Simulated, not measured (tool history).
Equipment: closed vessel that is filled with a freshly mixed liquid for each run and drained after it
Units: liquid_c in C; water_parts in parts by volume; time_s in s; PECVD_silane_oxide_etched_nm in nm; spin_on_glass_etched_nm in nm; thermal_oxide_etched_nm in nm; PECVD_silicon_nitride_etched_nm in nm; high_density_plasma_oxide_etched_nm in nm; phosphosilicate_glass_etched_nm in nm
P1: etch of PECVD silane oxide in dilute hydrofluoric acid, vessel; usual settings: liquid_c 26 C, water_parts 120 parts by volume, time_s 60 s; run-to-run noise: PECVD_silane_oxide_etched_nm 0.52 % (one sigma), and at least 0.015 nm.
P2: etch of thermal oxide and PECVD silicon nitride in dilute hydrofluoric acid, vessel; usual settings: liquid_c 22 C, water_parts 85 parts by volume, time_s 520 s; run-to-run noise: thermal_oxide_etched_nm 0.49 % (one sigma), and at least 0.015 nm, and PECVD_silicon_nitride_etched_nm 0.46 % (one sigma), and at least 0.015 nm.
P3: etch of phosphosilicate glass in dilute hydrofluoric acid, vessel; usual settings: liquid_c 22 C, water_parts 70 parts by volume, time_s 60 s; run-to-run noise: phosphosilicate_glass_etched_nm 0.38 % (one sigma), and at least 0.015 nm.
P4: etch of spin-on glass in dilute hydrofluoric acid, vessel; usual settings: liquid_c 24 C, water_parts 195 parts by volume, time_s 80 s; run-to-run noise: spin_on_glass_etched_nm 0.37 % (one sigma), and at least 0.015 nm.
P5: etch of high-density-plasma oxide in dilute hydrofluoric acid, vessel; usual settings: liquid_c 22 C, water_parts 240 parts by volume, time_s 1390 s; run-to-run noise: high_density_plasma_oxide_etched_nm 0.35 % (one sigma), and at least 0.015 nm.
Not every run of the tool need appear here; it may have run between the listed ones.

run,hour,process,liquid_c,water_parts,time_s,hours since the thermometer was replaced,hours since the hydrofluoric acid flow meter was replaced,PECVD_silane_oxide_etched_nm,spin_on_glass_etched_nm,thermal_oxide_etched_nm,PECVD_silicon_nitride_etched_nm,high_density_plasma_oxide_etched_nm,phosphosilicate_glass_etched_nm
1,2.6,P1,26,120,60,473.9,1571.4,23.716,,,,,
2,7.4,P1,26,120,100,478.7,1576.2,39.211,,,,,
3,10.3,P4,24,360,80,481.6,1579.1,,7.2106,,,,
4,13,P2,22,85,520,484.3,1581.8,,,26.296,31.687,,
5,16,P4,24,195,80,487.3,1584.8,,15.47,,,,
6,20.5,P1,26,60,60,491.8,1589.3,51.196,,,,,
7,23.5,P1,26,120,60,494.8,1592.3,23.812,,,,,
8,28.7,P4,24,195,135,500,1597.5,,26.345,,,,
9,33.4,P2,22,55,520,504.7,1602.2,,,42.295,48.278,,
10,37.1,P1,21,120,60,508.4,1605.9,19.107,,,,,
11,39.8,P2,17,85,520,511.1,1608.6,,,21.34,22.405,,
12,43.2,P1,21.5,25,60,514.5,1612,105.62,,,,,
13,48.3,P2,22,85,520,519.6,1617.1,,,26.058,31.63,,
14,51.1,P1,26,120,60,522.4,1619.9,23.447,,,,,
15,54.1,P5,17,240,1390,525.4,1622.9,,,,,43.273,
16,56.7,P5,22,240,1390,528,1625.5,,,,,52.494,
17,60.4,P5,22,240,1390,531.7,1629.2,,,,,52.597,
18,64.1,P3,17.5,70,60,535.4,1632.9,,,,,,45.96
19,66.9,P3,22,70,60,538.2,1635.7,,,,,,55.589
20,72.3,P3,22,70,60,543.6,1641.1,,,,,,55.289
21,77.3,P3,22,70,30,548.6,1646.1,,,,,,27.775
22,79.8,P4,27.5,195,80,551.1,1648.6,,17.7,,,,
23,82.7,P1,26,120,60,554,1651.5,23.418,,,,,
24,87.6,P5,22,240,595,558.9,1656.4,,,,,22.436,
25,90.2,P2,22,85,175,561.5,1659,,,8.798,10.657,,
26,95.3,P4,24,195,80,566.6,1664.1,,15.6,,,,
27,99,P1,26,195,60,570.3,1667.8,13.285,,,,,
28,101.9,P5,22,65,1390,573.2,1670.7,,,,,234.57,
29,106.1,P1,31.5,120,60,577.4,1674.9,28.785,,,,,
30,110.1,P1,26,120,60,581.4,1678.9,23.569,,,,,
31,115.6,P3,22,125,60,586.9,1684.4,,,,,,29.225
32,119.7,P1,26,120,30,591,1688.5,11.77,,,,,
33,125.1,P1,26,120,60,596.4,1693.9,23.621,,,,,
34,129.4,P1,26,120,60,600.7,1698.2,23.464,,,,,
35,132.7,P1,26,120,60,604,1701.5,24.323,,,,,
36,135.2,P1,26,120,60,606.5,1704,24.589,,,,,
37,138.4,P1,26,120,60,609.7,1707.2,25.019,,,,,
38,141,P1,26,120,60,612.3,1709.8,24.806,,,,,
39,143.7,P1,26,120,60,615,1712.5,24.952,,,,,
40,147.9,P1,26,120,60,619.2,1716.7,25.128,,,,,
41,150.4,P1,26,120,60,621.7,1719.2,25.2,,,,,
42,153.6,P1,26,120,60,624.9,1722.4,24.918,,,,,

The output of P1 has drifted from where it used to be. Each of the 2 causes below, taken at the size shown beside it, accounts for the log equally well:
A: liquid hotter than its thermometer reads (K) = 1.7
B: hydrofluoric acid flow above the setpoint (%) = 5.77
The process output started creeping at around hour 129.4.

Each of the 4 check runs below uses one wafer; its results are left as question marks. Which run tells the causes apart?
check 1,156.8,P5,22,240,1390,,,,,,,?,
check 2,156.8,P4,24,195,80,,,,?,,,,
check 3,156.8,P3,22,70,60,,,,,,,,?
check 4,156.8,P2,22,85,520,,,,,?,?,,

What every check run would give for each of its results, assuming each possible cause in turn:
check,result,if A,if B
check 1,high_density_plasma_oxide_etched_nm,56.034,56.428
check 2,spin_on_glass_etched_nm,16.604,16.691
check 3,phosphosilicate_glass_etched_nm,59.384,58.868
check 4,thermal_oxide_etched_nm,28.068,27.871
check 4,PECVD_silicon_nitride_etched_nm,35.404,33.383
Gap, in per cent, between the two causes that each check separates least, read from the result that separates them most: check 1 0.7 %; check 2 0.52 %; check 3 0.87 %; check 4 5.88 %
Check 4 is the one run that separates the causes; every other check would come out nearly the same whichever cause is at work.

Running check 4 produced the following: thermal_oxide_etched_nm 28.171 nm; PECVD_silicon_nitride_etched_nm 35.292 nm. Which one of the listed causes fits?

It was cause A: liquid hotter than its thermometer reads (K).
